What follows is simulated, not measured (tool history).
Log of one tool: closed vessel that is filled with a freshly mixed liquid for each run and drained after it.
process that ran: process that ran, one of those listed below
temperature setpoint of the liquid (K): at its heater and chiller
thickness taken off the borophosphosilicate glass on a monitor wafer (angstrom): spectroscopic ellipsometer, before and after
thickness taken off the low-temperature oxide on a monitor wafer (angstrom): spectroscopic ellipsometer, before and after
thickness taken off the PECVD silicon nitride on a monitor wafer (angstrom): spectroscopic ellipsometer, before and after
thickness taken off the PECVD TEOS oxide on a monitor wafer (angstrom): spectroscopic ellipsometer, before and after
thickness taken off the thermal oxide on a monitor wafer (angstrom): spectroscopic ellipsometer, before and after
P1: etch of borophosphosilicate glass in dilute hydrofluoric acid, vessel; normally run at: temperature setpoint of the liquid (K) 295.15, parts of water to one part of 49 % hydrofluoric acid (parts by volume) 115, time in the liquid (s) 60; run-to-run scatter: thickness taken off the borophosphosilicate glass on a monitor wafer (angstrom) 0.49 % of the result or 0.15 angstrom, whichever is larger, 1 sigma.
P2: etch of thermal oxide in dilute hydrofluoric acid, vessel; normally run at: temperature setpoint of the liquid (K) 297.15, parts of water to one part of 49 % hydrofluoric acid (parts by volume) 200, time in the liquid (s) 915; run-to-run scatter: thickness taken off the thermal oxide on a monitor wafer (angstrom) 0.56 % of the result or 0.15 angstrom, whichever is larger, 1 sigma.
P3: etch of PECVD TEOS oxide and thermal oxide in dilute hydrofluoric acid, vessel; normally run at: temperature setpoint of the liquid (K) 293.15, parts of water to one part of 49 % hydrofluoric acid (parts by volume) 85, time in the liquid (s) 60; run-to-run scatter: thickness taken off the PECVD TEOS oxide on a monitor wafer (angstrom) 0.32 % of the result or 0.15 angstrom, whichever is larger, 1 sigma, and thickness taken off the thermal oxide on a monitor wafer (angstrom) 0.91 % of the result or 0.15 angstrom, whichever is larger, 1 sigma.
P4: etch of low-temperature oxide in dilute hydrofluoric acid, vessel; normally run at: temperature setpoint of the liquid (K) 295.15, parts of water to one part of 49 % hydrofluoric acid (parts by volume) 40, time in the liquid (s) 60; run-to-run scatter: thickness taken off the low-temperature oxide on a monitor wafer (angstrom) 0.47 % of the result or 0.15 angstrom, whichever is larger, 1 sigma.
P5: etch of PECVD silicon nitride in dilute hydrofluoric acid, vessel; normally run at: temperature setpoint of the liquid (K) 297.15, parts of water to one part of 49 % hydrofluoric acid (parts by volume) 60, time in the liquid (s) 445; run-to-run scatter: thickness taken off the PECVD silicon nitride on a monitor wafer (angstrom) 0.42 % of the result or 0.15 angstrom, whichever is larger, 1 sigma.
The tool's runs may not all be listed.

run,day,process that ran,temperature setpoint of the liquid (K),parts of water to one part of 49 % hydrofluoric acid (parts by volume),time in the liquid (s),hours since the thermometer was replaced,hours since the hydrofluoric acid flow meter was replaced,thickness taken off the borophosphosilicate glass on a monitor wafer (angstrom),thickness taken off the low-temperature oxide on a monitor wafer (angstrom),thickness taken off the PECVD silicon nitride on a monitor wafer (angstrom),thickness taken off the PECVD TEOS oxide on a monitor wafer (angstrom),thickness taken off the thermal oxide on a monitor wafer (angstrom)
1,0.162,P1,295.15,115,60,1036.5,386.9,162.670,,,,
2,0.304,P4,295.15,40,105,1039.9,390.3,,459.27,,,
3,0.496,P1,295.15,115,60,1044.5,394.9,160.500,,,,
4,0.638,P4,295.15,55,60,1047.9,398.3,,187.62,,,
5,0.858,P5,301.65,60,445,1053.2,403.6,,,569.00,,
6,1.171,P5,297.15,60,445,1060.7,411.1,,,420.32,,
7,1.308,P1,295.15,115,30,1064.0,414.4,79.852,,,,
8,1.608,P4,301.65,40,60,1071.2,421.6,,343.81,,,
9,1.812,P3,293.15,85,95,1076.1,426.5,,,,271.02,46.115
10,1.992,P5,297.15,60,870,1080.4,430.8,,,825.59,,
11,2.167,P3,293.15,85,60,1084.6,435.0,,,,171.65,28.973
12,2.367,P1,290.15,180,60,1089.4,439.8,79.001,,,,
13,2.654,P2,302.15,200,915,1096.3,446.7,,,,,230.100
14,2.821,P1,303.65,115,60,1100.3,450.7,221.950,,,,
15,3.096,P1,295.15,115,90,1106.9,457.3,239.650,,,,
16,3.242,P2,297.15,200,915,1110.4,460.8,,,,,194.570
17,3.417,P1,295.15,115,60,1114.6,465.0,161.640,,,,
# day 3.592: hydrofluoric acid flow meter replaced
18,3.712,P3,293.15,85,60,1121.7,2.9,,,,171.04,29.530
19,3.888,P1,295.15,175,60,1125.9,7.1,98.774,,,,
20,4.096,P5,297.15,85,445,1130.9,12.1,,,300.19,,
21,4.271,P1,295.15,50,60,1135.1,16.3,399.010,,,,
22,4.492,P5,297.15,60,445,1140.4,21.6,,,419.11,,
23,4.767,P1,295.15,115,60,1147.0,28.2,160.440,,,,
24,4.921,P4,295.15,40,60,1150.7,31.9,,261.67,,,
25,5.225,P3,293.15,115,60,1158.0,39.2,,,,121.71,20.661
26,5.392,P2,297.15,55,915,1162.0,43.2,,,,,839.890
27,5.596,P1,291.15,115,60,1166.9,48.1,136.520,,,,
28,5.871,P3,290.15,85,60,1173.5,54.7,,,,150.82,25.846
29,6.146,P4,295.15,40,60,1180.1,61.3,,264.22,,,
30,6.412,P2,297.15,200,1790,1186.5,67.7,,,,,377.670
31,6.658,P1,295.15,115,60,1192.4,73.6,160.620,,,,
32,6.800,P1,295.15,115,60,1195.8,77.0,166.200,,,,
33,6.954,P1,295.15,115,60,1199.5,80.7,169.290,,,,
34,7.242,P1,295.15,115,60,1206.4,87.6,173.200,,,,
35,7.396,P1,295.15,115,60,1210.1,91.3,172.310,,,,
36,7.550,P1,295.15,115,60,1213.8,95.0,172.090,,,,
37,7.729,P1,295.15,115,60,1218.1,99.3,173.410,,,,

What P1 gives has crept away from where it was. These 2 causes fit the log equally well, each at the size given:
A: hydrofluoric acid flow above the setpoint (%) = 6.32
B: liquid hotter than its thermometer reads (K) = 1.75
The creep began at about day 6.658.

4 check runs are offered, one wafer each, their results left as question marks. Which one tells the causes apart?
check 1,7.908,P3,293.15,85,60,,,,,,?,?
check 2,7.908,P2,297.15,200,915,,,,,,,?
check 3,7.908,P5,297.15,60,445,,,,,?,,
check 4,7.908,P4,295.15,40,60,,,,?,,,

What each check would give under each cause:
check,result,if A,if B
check 1,thickness taken off the PECVD TEOS oxide on a monitor wafer (angstrom),182.79,183.71
check 1,thickness taken off the thermal oxide on a monitor wafer (angstrom),31.170,31.326
check 2,thickness taken off the thermal oxide on a monitor wafer (angstrom),207.840,205.750
check 3,thickness taken off the PECVD silicon nitride on a monitor wafer (angstrom),449.14,475.24
check 4,thickness taken off the low-temperature oxide on a monitor wafer (angstrom),280.46,282.96
How far apart the two closest causes lie, in the result that separates them most: check 1 0.5 %; check 2 1.01 %; check 3 5.65 %; check 4 0.89 %
Only check 3 tells the causes apart: in the others they would give nearly the same result.

Check 3 was then run and gave: thickness taken off the PECVD silicon nitride on a monitor wafer (angstrom) 472.73. Which cause is it?

It is B: liquid hotter than its thermometer reads (K).

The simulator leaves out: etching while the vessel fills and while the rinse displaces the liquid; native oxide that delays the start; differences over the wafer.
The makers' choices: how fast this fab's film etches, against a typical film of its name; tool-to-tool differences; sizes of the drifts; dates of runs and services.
